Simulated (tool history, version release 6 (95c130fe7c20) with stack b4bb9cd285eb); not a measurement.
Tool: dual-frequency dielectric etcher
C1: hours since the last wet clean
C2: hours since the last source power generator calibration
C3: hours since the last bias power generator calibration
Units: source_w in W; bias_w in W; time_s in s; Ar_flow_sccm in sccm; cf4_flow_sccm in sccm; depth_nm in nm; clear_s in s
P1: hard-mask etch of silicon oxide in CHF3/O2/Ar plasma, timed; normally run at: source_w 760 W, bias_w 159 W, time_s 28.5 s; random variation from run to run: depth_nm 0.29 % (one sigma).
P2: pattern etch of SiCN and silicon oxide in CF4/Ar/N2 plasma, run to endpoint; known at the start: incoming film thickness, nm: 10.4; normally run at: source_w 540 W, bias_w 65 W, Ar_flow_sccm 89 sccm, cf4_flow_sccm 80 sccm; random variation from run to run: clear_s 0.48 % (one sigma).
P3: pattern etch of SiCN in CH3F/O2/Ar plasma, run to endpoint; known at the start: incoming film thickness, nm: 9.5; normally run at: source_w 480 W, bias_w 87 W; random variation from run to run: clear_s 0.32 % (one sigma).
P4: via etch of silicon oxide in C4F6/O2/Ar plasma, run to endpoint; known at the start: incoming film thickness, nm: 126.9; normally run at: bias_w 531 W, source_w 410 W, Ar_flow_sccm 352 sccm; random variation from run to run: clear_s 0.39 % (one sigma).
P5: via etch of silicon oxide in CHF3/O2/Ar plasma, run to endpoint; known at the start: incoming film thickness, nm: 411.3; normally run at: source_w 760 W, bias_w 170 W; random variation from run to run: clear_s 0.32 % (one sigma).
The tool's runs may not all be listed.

Run 1, hour 12.9: process P1, source_w 760 W, bias_w 159 W, time_s 28.5 s; C1 388.0; C2 1514.1; C3 314.1. Result: depth_nm 60.267 nm.
Run 2, hour 27.9: process P2, source_w 540 W, bias_w 65 W, Ar_flow_sccm 89 sccm, cf4_flow_sccm 80 sccm; C1 403.0; C2 1529.1; C3 329.1. Result: clear_s 10.0720 s.
Run 3, hour 43.4: process P5, source_w 760 W, bias_w 211 W; C1 418.5; C2 1544.6; C3 344.6. Result: clear_s 182.2800 s.
Run 4, hour 52.8: process P1, source_w 760 W, bias_w 159 W, time_s 28.5 s; C1 427.9; C2 1554.0; C3 354.0. Result: depth_nm 60.659 nm.
Run 5, hour 66.4: process P5, source_w 760 W, bias_w 170 W; C1 441.5; C2 1567.6; C3 367.6. Result: clear_s 196.6000 s.
Run 6, hour 82.5: process P1, source_w 1040 W, bias_w 159 W, time_s 28.5 s; C1 457.6; C2 1583.7; C3 383.7. Result: depth_nm 68.189 nm.
Run 7, hour 91.5: process P1, source_w 760 W, bias_w 113 W, time_s 28.5 s; C1 466.6; C2 1592.7; C3 392.7. Result: depth_nm 54.544 nm.
Run 8, hour 106.1: process P1, source_w 760 W, bias_w 221 W, time_s 28.5 s; C1 481.2; C2 1607.3; C3 407.3. Result: depth_nm 67.553 nm.
Run 9, hour 116.2: process P2, source_w 540 W, bias_w 65 W, Ar_flow_sccm 124 sccm, cf4_flow_sccm 80 sccm; C1 491.3; C2 1617.4; C3 417.4. Result: clear_s 10.5690 s.
Run 10, hour 128.6: process P1, source_w 760 W, bias_w 159 W, time_s 28.5 s; C1 503.7; C2 1629.8; C3 429.8. Result: depth_nm 60.522 nm.
Run 11, hour 144.5: process P5, source_w 570 W, bias_w 170 W; C1 519.6; C2 1645.7; C3 445.7. Result: clear_s 218.9800 s.
Run 12, hour 159.1: process P3, source_w 480 W, bias_w 59 W; C1 534.2; C2 1660.3; C3 460.3. Result: clear_s 25.8270 s.
Run 13, hour 174.3: process P1, source_w 760 W, bias_w 189 W, time_s 36.0 s; C1 549.4; C2 1675.5; C3 475.5. Result: depth_nm 80.849 nm.
Run 14, hour 187.7: process P5, source_w 760 W, bias_w 170 W; C1 562.8; C2 1688.9; C3 488.9. Result: clear_s 196.4400 s.
Run 15, hour 204.6: process P4, source_w 410 W, bias_w 531 W, Ar_flow_sccm 352 sccm; C1 579.7; C2 1705.8; C3 505.8. Result: clear_s 27.7260 s.
Run 16, hour 218.2: process P2, source_w 340 W, bias_w 65 W, Ar_flow_sccm 89 sccm, cf4_flow_sccm 80 sccm; C1 593.3; C2 1719.4; C3 519.4. Result: clear_s 15.1160 s.
Run 17, hour 229.2: process P1, source_w 760 W, bias_w 159 W, time_s 28.5 s; C1 604.3; C2 1730.4; C3 530.4. Result: depth_nm 60.082 nm.
Run 18, hour 241.8: process P3, source_w 480 W, bias_w 87 W; C1 616.9; C2 1743.0; C3 543.0. Result: clear_s 22.6100 s.
Run 19, hour 253.2: process P4, source_w 290 W, bias_w 531 W, Ar_flow_sccm 352 sccm; C1 628.3; C2 1754.4; C3 554.4. Result: clear_s 31.4900 s.
Run 20, hour 263.5: process P1, source_w 1050 W, bias_w 217 W, time_s 28.5 s; C1 638.6; C2 1764.7; C3 564.7. Result: depth_nm 75.801 nm.
Run 21, hour 272.3: process P1, source_w 760 W, bias_w 159 W, time_s 17.0 s; C1 647.4; C2 1773.5; C3 573.5. Result: depth_nm 36.066 nm.
Run 22, hour 284.7: process P1, source_w 600 W, bias_w 159 W, time_s 28.5 s; C1 659.8; C2 1785.9; C3 585.9. Result: depth_nm 55.446 nm.
Run 23, hour 294.0: process P1, source_w 760 W, bias_w 159 W, time_s 28.5 s; C1 669.1; C2 1795.2; C3 595.2. Result: depth_nm 60.209 nm.
Run 24, hour 302.9: process P2, source_w 540 W, bias_w 65 W, Ar_flow_sccm 89 sccm, cf4_flow_sccm 80 sccm; C1 678.0; C2 1804.1; C3 604.1. Result: clear_s 9.9958 s.

The next listed run, before its measurement:
Run 25, hour 316.4: process P3, source_w 680 W, bias_w 87 W; C1 691.5; C2 1817.6; C3 617.6. Result: clear_s ?.

Run 25 gave clear_s 19.8190 s.
